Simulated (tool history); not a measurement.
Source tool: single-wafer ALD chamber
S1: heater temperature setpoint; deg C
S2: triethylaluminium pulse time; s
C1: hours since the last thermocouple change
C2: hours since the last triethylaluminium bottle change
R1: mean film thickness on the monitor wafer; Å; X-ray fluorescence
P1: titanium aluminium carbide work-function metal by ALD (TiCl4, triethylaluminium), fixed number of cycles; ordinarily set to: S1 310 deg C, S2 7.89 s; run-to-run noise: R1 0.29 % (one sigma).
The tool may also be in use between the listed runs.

{"run": 1, "hour": 13.6, "S1": 310, "S2": 7.89, "C1": 481.1, "C2": 200.8, "R1": 19.612}
{"run": 2, "hour": 21.7, "S1": 310, "S2": 7.89, "C1": 489.2, "C2": 208.9, "R1": 19.736}
{"run": 3, "hour": 38.2, "S1": 310, "S2": 7.89, "C1": 505.7, "C2": 225.4, "R1": 19.685}
{"run": 4, "hour": 55.8, "S1": 310, "S2": 7.89, "C1": 523.3, "C2": 243.0, "R1": 19.773}
{"run": 5, "hour": 68.9, "S1": 297, "S2": 10.12, "C1": 536.4, "C2": 256.1, "R1": 19.456}
{"run": 6, "hour": 80.8, "S1": 310, "S2": 10.89, "C1": 548.3, "C2": 268.0, "R1": 20.679}
{"run": 7, "hour": 95.2, "S1": 310, "S2": 3.19, "C1": 562.7, "C2": 282.4, "R1": 14.126}
{"run": 8, "hour": 110.3, "S1": 310, "S2": 7.89, "C1": 577.8, "C2": 297.5, "R1": 19.79}
{"run": 9, "hour": 127.4, "S1": 288, "S2": 7.89, "C1": 594.9, "C2": 314.6, "R1": 17.894}
{"run": 10, "hour": 139.6, "S1": 287, "S2": 5.43, "C1": 607.1, "C2": 326.8, "R1": 16.198}
{"run": 11, "hour": 149.9, "S1": 333, "S2": 7.89, "C1": 617.4, "C2": 337.1, "R1": 21.575}
{"run": 12, "hour": 162.6, "S1": 310, "S2": 7.89, "C1": 630.1, "C2": 349.8, "R1": 19.812}
{"run": 13, "hour": 175.7, "S1": 310, "S2": 7.89, "C1": 643.2, "C2": 362.9, "R1": 19.554}
{"run": 14, "hour": 184.5, "S1": 310, "S2": 7.89, "C1": 652.0, "C2": 371.7, "R1": 19.446}
{"run": 15, "hour": 197.8, "S1": 310, "S2": 7.89, "C1": 665.3, "C2": 385.0, "R1": 19.334}

The next listed run, before its measurement:
{"run": 16, "hour": 212.6, "S1": 310, "S2": 7.89, "C1": 680.1, "C2": 399.8, "R1": "?"}

R1: 19.454 Å
